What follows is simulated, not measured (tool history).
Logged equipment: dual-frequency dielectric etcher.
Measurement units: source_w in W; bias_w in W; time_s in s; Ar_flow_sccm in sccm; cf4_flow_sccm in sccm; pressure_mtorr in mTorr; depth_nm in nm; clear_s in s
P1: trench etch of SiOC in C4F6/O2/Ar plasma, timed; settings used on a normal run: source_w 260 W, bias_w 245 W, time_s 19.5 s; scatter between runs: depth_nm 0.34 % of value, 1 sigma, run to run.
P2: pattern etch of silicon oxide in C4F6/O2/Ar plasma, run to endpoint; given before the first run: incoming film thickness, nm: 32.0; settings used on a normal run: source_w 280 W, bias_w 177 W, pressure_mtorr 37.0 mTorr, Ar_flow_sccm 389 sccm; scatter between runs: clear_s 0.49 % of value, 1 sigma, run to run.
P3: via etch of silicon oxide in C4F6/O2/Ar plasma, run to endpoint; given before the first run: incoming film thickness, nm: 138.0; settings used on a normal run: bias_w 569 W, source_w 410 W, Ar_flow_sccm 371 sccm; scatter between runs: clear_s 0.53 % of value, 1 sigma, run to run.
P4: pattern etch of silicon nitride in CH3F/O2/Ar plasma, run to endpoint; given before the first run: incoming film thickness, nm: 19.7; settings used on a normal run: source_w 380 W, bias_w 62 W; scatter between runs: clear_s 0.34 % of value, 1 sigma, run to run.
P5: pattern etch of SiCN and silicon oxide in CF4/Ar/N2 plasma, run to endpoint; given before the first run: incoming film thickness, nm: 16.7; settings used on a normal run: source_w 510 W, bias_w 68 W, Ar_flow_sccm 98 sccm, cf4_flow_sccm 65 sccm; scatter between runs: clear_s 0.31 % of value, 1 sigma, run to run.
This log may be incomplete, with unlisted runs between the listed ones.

run	hour	process	source_w	bias_w	time_s	Ar_flow_sccm	cf4_flow_sccm	pressure_mtorr	hours since the last wet clean	hours since the last source power generator calibration	hours since the last bias power generator calibration	depth_nm	clear_s
1	4.3	P1	260	245	19.5				320.0	1781.4	2089.7	38.030	
2	9.5	P5	510	68		63	65		325.2	1786.6	2094.9		16.074
3	14.0	P2	280	177		389		46.5	329.7	1791.1	2099.4		12.576
4	17.2	P3	410	797		371			332.9	1794.3	2102.6		26.444
5	21.5	P1	340	245	19.5				337.2	1798.6	2106.9	41.774	
6	25.9	P2	280	211		389		37.0	341.6	1803.0	2111.3		11.639
7	29.5	P1	260	327	19.5				345.2	1806.6	2114.9	41.813	
8	34.4	P3	410	569		371			350.1	1811.5	2119.8		29.732
9	39.6	P4	380	86					355.3	1816.7	2125.0		26.581
10	44.9	P4	380	62					360.6	1822.0	2130.3		29.697
11	51.4	P1	260	245	19.5				367.1	1828.5	2136.8	37.473	
12	56.3	P5	330	68		98	65		372.0	1833.4	2141.7		25.247
13	61.6	P2	280	177		389		37.0	377.3	1838.7	2147.0		12.300
14	66.5	P4	500	62					382.2	1843.6	2151.9		26.572
15	70.7	P3	410	569		464			386.4	1847.8	2156.1		30.254
16	76.2	P1	260	245	19.5				391.9	1853.3	2161.6	38.015	
17	79.5	P2	380	177		389		37.0	395.2	1856.6	2164.9		10.973
18	85.0	P1	260	245	19.5				400.7	1862.1	2170.4	37.721	
19	91.1	P1	260	245	19.5				406.8	1868.2	2176.5	37.766	
20	97.0	P1	260	245	10.5				412.7	1874.1	2182.4	20.367	
21	100.9	P5	510	68		98	52		416.6	1878.0	2186.3		17.772
22	107.4	P3	270	569		371			423.1	1884.5	2192.8		34.718
23	113.5	P5	510	68		98	65		429.2	1890.6	2198.9		17.172
24	116.8	P1	170	245	19.5				432.5	1893.9	2202.2	32.333	
25	122.9	P2	280	177		233		37.0	438.6	1900.0	2208.3		11.602
26	128.0	P1	260	155	19.5				443.7	1905.1	2213.4	32.416	
27	133.9	P2	280	177		389		37.0	449.6	1911.0	2219.3		12.188
28	139.5	P1	260	245	25.5				455.2	1916.6	2224.9	49.422	
29	142.5	P1	310	201	19.5				458.2	1919.6	2227.9	37.882	
30	147.0	P1	260	156	28.0				462.7	1924.1	2232.4	46.552	
31	152.9	P1	260	245	19.5				468.6	1930.0	2238.3	37.964	
32	155.9	P1	260	245	19.5				471.6	1933.0	2241.3	37.825	
33	161.2	P5	510	87		98	65		476.9	1938.3	2246.6		15.917
34	164.2	P1	260	245	19.5				479.9	1941.3	2249.6	37.670	
35	168.0	P1	260	245	19.5				483.7	1945.1	2253.4	37.619	
36	170.9	P1	260	245	19.5				486.6	1948.0	2256.3	37.275	
37	177.0	P1	260	245	19.5				492.7	1954.1	2262.4	37.378	
38	180.2	P1	260	245	19.5				495.9	1957.3	2265.6	37.123	
39	183.5	P1	260	245	19.5				499.2	1960.6	2268.9	37.187	
# hour 184.0: wet clean of the chamber
40	187.2	P1	260	245	19.5				3.3	1964.3	2272.6	37.182	
41	191.1	P1	260	245	19.5				7.2	1968.2	2276.5	37.259	
42	196.0	P1	260	245	19.5				12.1	1973.1	2281.4	37.364	
43	199.2	P1	260	245	19.5				15.3	1976.3	2284.6	37.264	
44	205.2	P1	260	245	19.5				21.3	1982.3	2290.6	37.260	

P1 no longer gives what it gave before; its output has crept away from where it was. The following 2 causes, each at its listed size, fit the log equally well:
A: bias power that arrives under what is set, % = 4.88
B: source power that arrives under what is set, % = 4.45
The gradual shift began around hour 164.2.
Each remaining cause and why it is not a fit:
chamber walls in a state that lowers the etch rate, %: maintenance at hour 184.0, after the shift began, did not return the process to its former output

Which of the 4 check runs listed below separates the causes, so that each cause would produce a clearly different result? Each run uses one wafer, and its results are marked with question marks.
check 1	211.2	P3	350	794		371							?
check 2	211.2	P4	500	84									?
check 3	211.2	P2	330	177		389		37.0					?
check 4	211.2	P5	510	68		74	65						?

If the cause were each of the candidates in turn, the checks would give the following:
check	result	if A	if B
check 1	clear_s	28.262	28.164
check 2	clear_s	24.515	24.511
check 3	clear_s	11.702	11.723
check 4	clear_s	16.747	17.164
Minimum pairwise separation of causes per check, each pair taken at its best-separating result: check 1 0.35 %; check 2 0.02 %; check 3 0.18 %; check 4 2.46 %
The causes can be told apart only by check 4. The other checks would give nearly the same results under each of them.

Then check 4 was run and gave: clear_s 16.708 s. Which cause is it?

The correct cause is A, namely: bias power that arrives under what is set, %.

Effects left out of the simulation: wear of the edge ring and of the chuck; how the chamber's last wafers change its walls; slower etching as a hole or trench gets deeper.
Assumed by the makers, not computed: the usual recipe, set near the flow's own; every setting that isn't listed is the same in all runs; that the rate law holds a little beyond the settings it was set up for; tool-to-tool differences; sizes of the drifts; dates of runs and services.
